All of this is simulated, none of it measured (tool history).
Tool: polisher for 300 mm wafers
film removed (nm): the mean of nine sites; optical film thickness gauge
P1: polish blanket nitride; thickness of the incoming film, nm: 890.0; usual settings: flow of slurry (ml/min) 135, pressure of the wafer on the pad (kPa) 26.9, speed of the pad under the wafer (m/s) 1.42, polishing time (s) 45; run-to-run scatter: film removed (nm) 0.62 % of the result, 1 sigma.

run	hour	flow of slurry (ml/min)	pressure of the wafer on the pad (kPa)	speed of the pad under the wafer (m/s)	polishing time (s)	wafers polished on this pad	hours since the slurry nozzle was cleaned	hours since the head pressure was calibrated	film removed (nm)
1	11.7	135	26.9	1.42	45	307	135.1	418.5	136.86
2	20.3	135	26.9	1.42	71	388	143.7	427.1	216.41
3	30.5	95	26.9	1.42	45	484	153.9	437.3	127.46
4	40.3	135	26.9	1.42	20	576	163.7	447.1	60.665
# hour 48.3: head pressure recalibrated
5	51.6	135	26.9	1.42	45	683	175	3.4	135.35
6	63.2	135	26.9	2.14	45	792	186.6	15	188.66
7	75.8	135	26.9	1.42	45	911	199.2	27.6	136.18
8	90	135	26.9	0.64	45	1044	213.4	41.8	72.233
9	97.9	80	26.9	1.42	21	1119	221.3	49.7	56.47
10	104.6	135	26.9	1.98	31	1182	228	56.4	124.44
11	117.3	135	15.9	0.64	45	1301	240.7	69.1	42.397
12	127	135	15.2	1.42	45	1393	250.4	78.8	76.708
13	134.1	135	26.9	1.42	45	1460	257.5	85.9	137.08
14	147.3	135	26.9	1.42	45	1584	270.7	99.1	136.41
15	160.8	135	39.3	1.42	45	1711	284.2	112.6	197.32
16	170.3	210	26.9	1.42	45	1801	293.7	122.1	146.12
17	181.6	135	26.9	1.42	45	1907	305	133.4	135.5
18	192.4	135	26.9	1.42	45	2009	315.8	144.2	131.93
19	201.9	135	26.9	1.42	45	2098	325.3	153.7	130.36
20	209.5	135	26.9	1.42	45	2170	332.9	161.3	130.22
21	221.7	135	26.9	1.42	45	2285	345.1	173.5	126.91
# hour 231.3: worn pad replaced by a new one
22	233.3	135	26.9	1.42	45	19	356.7	185.1	127.13
23	247.2	135	26.9	1.42	45	150	370.6	199	125.6
24	256.9	135	26.9	1.42	45	241	380.3	208.7	124.95
25	266	135	26.9	1.42	45	327	389.4	217.8	126.07

What P1 gives has crept away from where it was. These 2 causes fit the log equally well, each at the size given:
A: head's pressure below its setpoint, % = 7.93
B: slurry flow missing at the pad, % = 30.8
The creep began at about hour 181.6.
Why every other cause is out:
removal rate lost through wear of the pad, %: serviced at hour 231.3, which brought nothing back

4 check runs are offered, each on 5 wafers whose results are averaged, their results left as question marks. Which one tells the causes apart?
check 1	275.1	135	26.9	1.94	65				?
check 2	275.1	195	26.9	1.42	45				?
check 3	275.1	135	35.9	1.42	20				?
check 4	275.1	135	26.9	0.82	63				?

What each check would give under each cause:
check	result	if A	if B
check 1	film removed (nm)	233.49	233.5
check 2	film removed (nm)	133.59	136.78
check 3	film removed (nm)	74.631	74.632
check 4	film removed (nm)	113.63	113.64
How far apart the two closest causes lie, in the result that separates them most: check 1 0 %; check 2 2.36 %; check 3 0 %; check 4 0 %
Only check 2 tells the causes apart: in the others they would give nearly the same result.

Check 2 was then run and gave: film removed (nm) 136.24. Which cause is it?

It is B: slurry flow missing at the pad, %.
